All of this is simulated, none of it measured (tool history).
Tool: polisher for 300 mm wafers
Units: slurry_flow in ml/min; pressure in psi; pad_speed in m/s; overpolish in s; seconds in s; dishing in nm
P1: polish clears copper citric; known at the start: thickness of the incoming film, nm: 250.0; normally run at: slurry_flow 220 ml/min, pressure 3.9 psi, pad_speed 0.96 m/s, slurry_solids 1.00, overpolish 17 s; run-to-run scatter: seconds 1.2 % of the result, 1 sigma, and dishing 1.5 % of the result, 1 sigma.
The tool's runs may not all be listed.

run,hour,slurry_flow,pressure,pad_speed,slurry_solids,overpolish,wafers polished on this pad,hours since the slurry nozzle was cleaned,hours since the head pressure was calibrated,hours since the slurry blender was calibrated,seconds,dishing
1,9.0,220,3.9,0.96,1.00,17,354,53.8,171.9,166.4,73.651,37.829
2,23.1,220,3.9,0.96,1.45,17,432,67.9,186.0,180.5,69.361,40.496
3,31.6,145,3.9,0.96,1.00,5,479,76.4,194.5,189.0,79.246,11.866
4,48.0,220,3.9,0.96,1.00,31,569,92.8,210.9,205.4,75.925,60.740
5,59.9,220,3.9,0.96,1.00,17,635,104.7,222.8,217.3,73.212,36.998
6,74.7,220,3.9,0.96,1.00,17,717,119.5,237.6,232.1,74.680,37.408
7,92.0,220,2.5,0.96,1.00,17,812,136.8,254.9,249.4,113.940,25.830
8,108.2,290,3.9,0.96,1.00,17,902,153.0,271.1,265.6,73.692,37.939
9,125.8,220,3.9,0.96,1.00,5,999,170.6,288.7,283.2,75.020,12.680
10,141.2,220,3.9,0.96,1.00,17,1084,186.0,304.1,298.6,74.632,37.251
11,157.1,220,3.9,0.46,1.00,17,1171,201.9,320.0,314.5,150.590,20.666
12,171.0,220,5.8,0.96,1.00,17,1248,215.8,333.9,328.4,50.700,51.630
13,182.1,220,3.9,0.96,0.75,17,1309,226.9,345.0,339.5,79.318,35.027
# hour 182.8: slurry nozzle cleaned
14,195.3,220,3.9,0.96,1.30,27,1382,12.6,358.2,352.7,68.541,55.973
15,211.5,220,3.9,1.46,1.00,17,1472,28.8,374.4,368.9,49.026,51.515
16,229.1,130,3.9,0.96,1.00,17,1569,46.4,392.0,386.5,81.184,34.579
17,238.5,220,3.9,0.96,1.00,17,1621,55.8,401.4,395.9,72.856,37.361
18,253.1,220,3.9,0.96,1.00,17,1701,70.4,416.0,410.5,74.077,37.417
19,260.9,220,3.9,0.96,1.00,17,1744,78.2,423.8,418.3,76.095,36.961
20,276.9,220,3.9,0.96,1.00,17,1833,94.2,439.8,434.3,78.587,35.622
21,286.1,220,3.9,0.96,1.00,17,1883,103.4,449.0,443.5,78.932,36.822
# hour 295.9: head pressure recalibrated
22,300.4,220,3.9,0.96,1.00,17,1962,117.7,4.6,457.8,77.647,35.559
23,311.3,220,3.9,0.96,1.00,17,2022,128.6,15.5,468.7,76.957,35.278
# hour 315.1: worn pad replaced by a new one
24,324.1,220,3.9,0.96,1.00,17,50,141.4,28.3,481.5,79.130,36.704
25,339.9,220,3.9,0.96,1.00,17,137,157.2,44.1,497.3,79.225,35.649
26,352.5,220,3.9,0.96,1.00,17,206,169.8,56.7,509.9,78.495,35.187
27,369.5,220,3.9,0.96,1.00,17,300,186.8,73.7,526.9,80.836,35.839

What P1 gives has crept away from where it was. These 2 causes fit the log equally well, each at the size given:
A: abrasive missing from the slurry, % = 29.2
B: slurry flow missing at the pad, % = 37.6
The creep began at about hour 238.5.
Why every other cause is out:
removal rate lost through wear of the pad, %: serviced at hour 315.1, which brought nothing back
head's pressure below its setpoint, %: serviced at hour 295.9, which brought nothing back

4 check runs are offered, each on 5 wafers whose results are averaged, their results left as question marks. Which one tells the causes apart?
check 1,386.5,220,3.9,0.70,1.00,17,,,,,?,?
check 2,386.5,130,3.9,0.96,1.00,5,,,,,?,?
check 3,386.5,220,5.4,1.44,1.00,17,,,,,?,?
check 4,386.5,220,3.9,0.96,1.40,8,,,,,?,?

What each check would give under each cause:
check,result,if A,if B
check 1,seconds,108.880,108.860
check 1,dishing,27.312,27.316
check 2,seconds,86.868,90.785
check 2,dishing,10.945,10.496
check 3,seconds,38.890,38.884
check 3,dishing,61.960,61.967
check 4,seconds,74.514,74.280
check 4,dishing,19.558,19.614
How far apart the two closest causes lie, in the result that separates them most: check 1 0.02 %; check 2 4.41 %; check 3 0.02 %; check 4 0.31 %
Only check 2 tells the causes apart: in the others they would give nearly the same result.

Check 2 was then run and gave: seconds 90.280 s; dishing 10.568 nm. Which cause is it?

It is B: slurry flow missing at the pad, %.
